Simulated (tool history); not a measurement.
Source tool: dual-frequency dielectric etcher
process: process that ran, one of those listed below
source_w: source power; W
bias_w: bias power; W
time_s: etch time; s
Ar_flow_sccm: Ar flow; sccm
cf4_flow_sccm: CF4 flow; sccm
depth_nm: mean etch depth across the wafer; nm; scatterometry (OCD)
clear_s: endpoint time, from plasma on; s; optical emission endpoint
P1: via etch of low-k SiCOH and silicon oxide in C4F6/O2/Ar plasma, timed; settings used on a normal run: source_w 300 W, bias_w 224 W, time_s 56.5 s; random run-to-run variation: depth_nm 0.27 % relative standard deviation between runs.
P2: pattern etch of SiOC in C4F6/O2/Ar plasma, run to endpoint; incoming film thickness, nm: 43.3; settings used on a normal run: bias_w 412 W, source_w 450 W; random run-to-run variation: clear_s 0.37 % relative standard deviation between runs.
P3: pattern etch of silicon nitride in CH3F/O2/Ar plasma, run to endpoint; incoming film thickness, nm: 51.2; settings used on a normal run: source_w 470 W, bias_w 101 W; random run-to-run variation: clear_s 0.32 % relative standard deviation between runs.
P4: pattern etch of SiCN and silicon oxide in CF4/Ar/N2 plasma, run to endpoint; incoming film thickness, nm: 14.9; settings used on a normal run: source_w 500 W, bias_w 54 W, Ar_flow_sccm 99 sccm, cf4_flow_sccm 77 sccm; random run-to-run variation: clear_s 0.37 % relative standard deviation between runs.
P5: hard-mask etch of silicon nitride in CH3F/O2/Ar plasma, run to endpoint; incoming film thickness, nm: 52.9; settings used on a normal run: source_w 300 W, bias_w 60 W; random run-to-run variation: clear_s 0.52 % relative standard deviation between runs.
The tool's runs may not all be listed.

| run | hour | process | source_w | bias_w | time_s | Ar_flow_sccm | cf4_flow_sccm | hours since the last wet clean | hours since the last source power generator calibration | hours since the last bias power generator calibration | depth_nm | clear_s |
|---|---|---|---|---|---|---|---|---|---|---|---|---|
| 1 | 4.2 | P1 | 300 | 224 | 56.5 |  |  | 301.8 | 558 | 549.2 | 153.39 |  |
| 2 | 8.9 | P3 | 470 | 66 |  |  |  | 306.5 | 562.7 | 553.9 |  | 71.427 |
| 3 | 13.2 | P5 | 170 | 60 |  |  |  | 310.8 | 567 | 558.2 |  | 115.58 |
| 4 | 18.1 | P4 | 350 | 54 |  | 99 | 77 | 315.7 | 571.9 | 563.1 |  | 23.067 |
| 5 | 21.8 | P1 | 300 | 224 | 56.5 |  |  | 319.4 | 575.6 | 566.8 | 152.44 |  |
| 6 | 26 | P1 | 390 | 224 | 56.5 |  |  | 323.6 | 579.8 | 571 | 168.76 |  |
| 7 | 31.5 | P1 | 300 | 224 | 84 |  |  | 329.1 | 585.3 | 576.5 | 227.59 |  |
| 8 | 36 | P1 | 300 | 224 | 56.5 |  |  | 333.6 | 589.8 | 581 | 153.98 |  |
| 9 | 40.9 | P1 | 300 | 224 | 36.5 |  |  | 338.5 | 594.7 | 585.9 | 98.524 |  |
| 10 | 44.3 | P1 | 300 | 224 | 56.5 |  |  | 341.9 | 598.1 | 589.3 | 153.71 |  |
| 11 | 48.2 | P3 | 470 | 101 |  |  |  | 345.8 | 602 | 593.2 |  | 61.535 |
| 12 | 51.9 | P5 | 300 | 37 |  |  |  | 349.5 | 605.7 | 596.9 |  | 108.02 |
| 13 | 55.9 | P1 | 300 | 224 | 56.5 |  |  | 353.5 | 609.7 | 600.9 | 152.87 |  |
| 14 | 60.5 | P5 | 300 | 60 |  |  |  | 358.1 | 614.3 | 605.5 |  | 92.567 |
| 15 | 65 | P2 | 450 | 519 |  |  |  | 362.6 | 618.8 | 610 |  | 14.144 |
| 16 | 69.9 | P4 | 500 | 31 |  | 99 | 77 | 367.5 | 623.7 | 614.9 |  | 19.647 |
| 17 | 72.9 | P2 | 450 | 412 |  |  |  | 370.5 | 626.7 | 617.9 |  | 15.359 |
| 18 | 75.7 | P1 | 300 | 158 | 56.5 |  |  | 373.3 | 629.5 | 620.7 | 135.89 |  |
| 19 | 80.2 | P4 | 500 | 54 |  | 119 | 77 | 377.8 | 634 | 625.2 |  | 17.196 |
| 20 | 84.1 | P1 | 230 | 224 | 72.5 |  |  | 381.7 | 637.9 | 629.1 | 177.7 |  |
| 21 | 88.4 | P1 | 300 | 299 | 56.5 |  |  | 386 | 642.2 | 633.4 | 168.52 |  |
| 22 | 93.2 | P2 | 630 | 412 |  |  |  | 390.8 | 647 | 638.2 |  | 13.533 |
| 23 | 96.7 | P1 | 300 | 309 | 35 |  |  | 394.3 | 650.5 | 641.7 | 105.64 |  |
| 24 | 100.5 | P3 | 280 | 101 |  |  |  | 398.1 | 654.3 | 645.5 |  | 73.994 |
| 25 | 104.8 | P1 | 180 | 224 | 56.5 |  |  | 402.4 | 658.6 | 649.8 | 126.2 |  |
| 26 | 108.7 | P5 | 300 | 60 |  |  |  | 406.3 | 662.5 | 653.7 |  | 93.525 |
| 27 | 113 | P4 | 500 | 54 |  | 99 | 77 | 410.6 | 666.8 | 658 |  | 16.822 |
| 28 | 118.9 | P4 | 500 | 54 |  | 99 | 101 | 416.5 | 672.7 | 663.9 |  | 15.967 |
| 29 | 122.3 | P2 | 450 | 412 |  |  |  | 419.9 | 676.1 | 667.3 |  | 15.358 |
| 30 | 128.1 | P1 | 300 | 224 | 56.5 |  |  | 425.7 | 681.9 | 673.1 | 152.7 |  |
| 31 | 131.6 | P1 | 300 | 224 | 56.5 |  |  | 429.2 | 685.4 | 676.6 | 154.29 |  |
| 32 | 134.3 | P1 | 300 | 224 | 56.5 |  |  | 431.9 | 688.1 | 679.3 | 153.47 |  |
| 33 | 139.1 | P1 | 300 | 224 | 56.5 |  |  | 436.7 | 692.9 | 684.1 | 154.88 |  |
| 34 | 143.9 | P1 | 300 | 224 | 56.5 |  |  | 441.5 | 697.7 | 688.9 | 155.5 |  |
| 35 | 149.2 | P1 | 300 | 224 | 56.5 |  |  | 446.8 | 703 | 694.2 | 155.15 |  |
|  | 151.9 | wet clean of the chamber |
| 36 | 152.5 | P1 | 300 | 224 | 56.5 |  |  | 0.7 | 706.3 | 697.5 | 155.13 |  |
| 37 | 157 | P1 | 300 | 224 | 56.5 |  |  | 5.2 | 710.8 | 702 | 154.49 |  |
| 38 | 161.2 | P1 | 300 | 224 | 56.5 |  |  | 9.4 | 715 | 706.2 | 155.34 |  |
| 39 | 165.3 | P1 | 300 | 224 | 56.5 |  |  | 13.5 | 719.1 | 710.3 | 154.97 |  |
| 40 | 168.7 | P1 | 300 | 224 | 56.5 |  |  | 16.9 | 722.5 | 713.7 | 154.77 |  |
| 41 | 173.2 | P1 | 300 | 224 | 56.5 |  |  | 21.4 | 727 | 718.2 | 155.52 |  |

The log shows P1 creeping away from where it was. Any of the 2 causes listed here, at the size stated for it, fits the log just as well as the others:
A: bias power that arrives over what is set, % = 4.73
B: source power that arrives over what is set, % = 4.18
The drift started at roughly hour 128.1.
What rules out each remaining cause:
chamber walls in a state that raises the etch rate, %: work on it at hour 151.9, done after the drift set in, did not restore what the process gave before

Of the 4 check runs below, each run on 2 wafers with the results averaged and each result still a question mark, which one would tell the listed causes apart?
| check 1 | 177.7 | P4 | 500 | 35 |  | 99 | 92 |  |  |  |  | ? |
| check 2 | 177.7 | P3 | 350 | 77 |  |  |  |  |  |  |  | ? |
| check 3 | 177.7 | P5 | 300 | 37 |  |  |  |  |  |  |  | ? |
| check 4 | 177.7 | P2 | 590 | 490 |  |  |  |  |  |  |  | ? |

How each check would come out, cause by cause:
| check | result | if A | if B |
|---|---|---|---|
| check 1 | clear_s | 18.131 | 17.684 |
| check 2 | clear_s | 74.476 | 74.542 |
| check 3 | clear_s | 106.8 | 106.54 |
| check 4 | clear_s | 12.833 | 12.855 |
How far apart the two closest causes lie, in the result that separates them most: check 1 2.5 %; check 2 0.09 %; check 3 0.25 %; check 4 0.17 %
Check 1 distinguishes between the causes, while the remaining checks would return nearly the same result for all of them.

After running check 1, the following was obtained: clear_s 17.614 s. Which cause does this point to?

Of the candidate causes, it is B: source power that arrives over what is set, %.
